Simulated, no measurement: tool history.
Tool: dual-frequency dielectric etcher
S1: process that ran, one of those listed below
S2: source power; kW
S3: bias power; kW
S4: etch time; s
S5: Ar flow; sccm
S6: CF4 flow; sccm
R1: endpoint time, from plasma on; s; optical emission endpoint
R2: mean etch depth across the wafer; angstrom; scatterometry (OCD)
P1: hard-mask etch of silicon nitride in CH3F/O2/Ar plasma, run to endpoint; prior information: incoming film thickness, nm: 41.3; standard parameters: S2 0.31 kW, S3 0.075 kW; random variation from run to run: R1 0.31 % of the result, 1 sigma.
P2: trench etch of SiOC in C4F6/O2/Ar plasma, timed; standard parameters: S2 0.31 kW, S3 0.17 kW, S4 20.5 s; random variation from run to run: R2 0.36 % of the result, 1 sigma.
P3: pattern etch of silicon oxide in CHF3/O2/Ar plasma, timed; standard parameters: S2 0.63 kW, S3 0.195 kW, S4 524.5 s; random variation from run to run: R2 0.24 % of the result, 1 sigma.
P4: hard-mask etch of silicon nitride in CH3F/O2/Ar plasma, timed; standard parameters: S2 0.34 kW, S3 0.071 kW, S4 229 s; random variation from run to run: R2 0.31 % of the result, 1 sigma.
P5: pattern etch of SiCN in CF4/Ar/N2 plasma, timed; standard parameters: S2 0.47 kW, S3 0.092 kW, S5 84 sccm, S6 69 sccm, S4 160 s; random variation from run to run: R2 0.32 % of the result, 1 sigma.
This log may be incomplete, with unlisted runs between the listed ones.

{"run": 1, "hour": 8.9, "S1": "P1", "S2": 0.31, "S3": 0.075, "R1": 64.693}
{"run": 2, "hour": 15.3, "S1": "P2", "S2": 0.41, "S3": 0.17, "S4": 20.5, "R2": 416.51}
{"run": 3, "hour": 26.1, "S1": "P3", "S2": 0.51, "S3": 0.195, "S4": 524.5, "R2": 9588.2}
{"run": 4, "hour": 36.5, "S1": "P5", "S2": 0.47, "S3": 0.092, "S4": 160, "S5": 84, "S6": 90, "R2": 1619.9}
{"run": 5, "hour": 44.0, "S1": "P3", "S2": 0.63, "S3": 0.195, "S4": 524.5, "R2": 10379}
{"run": 6, "hour": 51.6, "S1": "P1", "S2": 0.31, "S3": 0.075, "R1": 64.617}
{"run": 7, "hour": 63.3, "S1": "P3", "S2": 0.63, "S3": 0.195, "S4": 524.5, "R2": 10394}
{"run": 8, "hour": 70.3, "S1": "P4", "S2": 0.34, "S3": 0.071, "S4": 229, "R2": 1480.1}
{"run": 9, "hour": 81.5, "S1": "P4", "S2": 0.34, "S3": 0.071, "S4": 135.5, "R2": 880.78}
{"run": 10, "hour": 90.8, "S1": "P2", "S2": 0.31, "S3": 0.17, "S4": 15, "R2": 274.16}
{"run": 11, "hour": 100.0, "S1": "P4", "S2": 0.22, "S3": 0.071, "S4": 229, "R2": 1262}
{"run": 12, "hour": 109.7, "S1": "P2", "S2": 0.31, "S3": 0.1, "S4": 20.5, "R2": 320.26}
{"run": 13, "hour": 120.2, "S1": "P2", "S2": 0.31, "S3": 0.17, "S4": 20.5, "R2": 374.27}
{"run": 14, "hour": 125.9, "S1": "P1", "S2": 0.31, "S3": 0.075, "R1": 64.78}
{"run": 15, "hour": 135.1, "S1": "P1", "S2": 0.39, "S3": 0.075, "R1": 59.2}
{"run": 16, "hour": 144.9, "S1": "P1", "S2": 0.31, "S3": 0.075, "R1": 64.722}
{"run": 17, "hour": 152.0, "S1": "P1", "S2": 0.31, "S3": 0.075, "R1": 64.828}
{"run": 18, "hour": 164.3, "S1": "P5", "S2": 0.47, "S3": 0.092, "S4": 216, "S5": 84, "S6": 69, "R2": 2114.2}
{"run": 19, "hour": 172.4, "S1": "P3", "S2": 0.63, "S3": 0.134, "S4": 524.5, "R2": 9202.4}
{"run": 20, "hour": 182.4, "S1": "P1", "S2": 0.31, "S3": 0.075, "R1": 64.414}
{"run": 21, "hour": 194.9, "S1": "P3", "S2": 0.63, "S3": 0.195, "S4": 347, "R2": 6870.9}
{"run": 22, "hour": 203.4, "S1": "P5", "S2": 0.47, "S3": 0.092, "S4": 160, "S5": 56, "S6": 69, "R2": 1654.2}
{"run": 23, "hour": 215.8, "S1": "P1", "S2": 0.2, "S3": 0.097, "R1": 69.259}
{"run": 24, "hour": 225.9, "S1": "P1", "S2": 0.42, "S3": 0.048, "R1": 66.741}
{"run": 25, "hour": 231.7, "S1": "P1", "S2": 0.25, "S3": 0.075, "R1": 70.079}
{"run": 26, "hour": 242.0, "S1": "P1", "S2": 0.31, "S3": 0.052, "R1": 73.468}
{"run": 27, "hour": 249.0, "S1": "P4", "S2": 0.34, "S3": 0.045, "S4": 229, "R2": 1278.2}
{"run": 28, "hour": 260.5, "S1": "P5", "S2": 0.29, "S3": 0.092, "S4": 160, "S5": 84, "S6": 69, "R2": 1030.1}
{"run": 29, "hour": 272.1, "S1": "P1", "S2": 0.31, "S3": 0.092, "R1": 60.104}
{"run": 30, "hour": 283.4, "S1": "P5", "S2": 0.47, "S3": 0.111, "S4": 160, "S5": 84, "S6": 69, "R2": 1674.7}
{"run": 31, "hour": 293.7, "S1": "P5", "S2": 0.47, "S3": 0.092, "S4": 160, "S5": 84, "S6": 69, "R2": 1569.8}
{"run": 32, "hour": 299.3, "S1": "P4", "S2": 0.34, "S3": 0.071, "S4": 229, "R2": 1483.3}
{"run": 33, "hour": 308.4, "S1": "P1", "S2": 0.31, "S3": 0.075, "R1": 64.708}
{"run": 34, "hour": 317.9, "S1": "P1", "S2": 0.31, "S3": 0.075, "R1": 64.935}
{"run": 35, "hour": 327.3, "S1": "P1", "S2": 0.31, "S3": 0.075, "R1": 65.331}
{"hour": 337.7, "done": "wet clean of the chamber"}
{"run": 36, "hour": 338.9, "S1": "P1", "S2": 0.31, "S3": 0.075, "R1": 65.453}
{"run": 37, "hour": 346.8, "S1": "P1", "S2": 0.31, "S3": 0.075, "R1": 65.607}
{"run": 38, "hour": 356.2, "S1": "P1", "S2": 0.31, "S3": 0.075, "R1": 65.749}
{"run": 39, "hour": 365.5, "S1": "P1", "S2": 0.31, "S3": 0.075, "R1": 65.889}

What P1 gives has crept off from where it sat before. The 2 causes that follow fit the log equally well, each at the size noted:
A: bias power that arrives under what is set, % = 4.27
B: source power that arrives under what is set, % = 4
Creep in the process output first set in at about hour 308.4.
All other causes, with the reason each is excluded:
chamber walls in a state that lowers the etch rate, %: serviced at hour 337.7, after the drift had started, without restoring the earlier output

Of the 4 check runs below, each run on 2 wafers with the results averaged and each result still a question mark, which one would tell the listed causes apart?
{"run": "check 1", "hour": 374.8, "S1": "P3", "S2": 0.63, "S3": 0.15, "S4": 524.5, "R2": "?"}
{"run": "check 2", "hour": 374.8, "S1": "P5", "S2": 0.34, "S3": 0.092, "S4": 160, "S5": 57, "S6": 69, "R2": "?"}
{"run": "check 3", "hour": 374.8, "S1": "P2", "S2": 0.31, "S3": 0.124, "S4": 20.5, "R2": "?"}
{"run": "check 4", "hour": 374.8, "S1": "P4", "S2": 0.28, "S3": 0.046, "S4": 229, "R2": "?"}

Predicted outcomes, by check and by cause:
check=check_1 result=R2 if_A=9412.6 if_B=9395.8
check=check_2 result=R2 if_A=1217.2 if_B=1192.1
check=check_3 result=R2 if_A=335.31 if_B=334.2
check=check_4 result=R2 if_A=1175.1 if_B=1172.7
Smallest distance between any two causes, each pair judged by its most separating result, in per cent: check 1 0.18 %; check 2 2.09 %; check 3 0.33 %; check 4 0.21 %
Only in check 2 would the causes give clearly different results; in the remaining checks their results would be nearly the same.

The results of check 2 are: R2 1214.8 angstrom. Based on these, which of the listed causes is it?

The correct cause is A, namely: bias power that arrives under what is set, %.
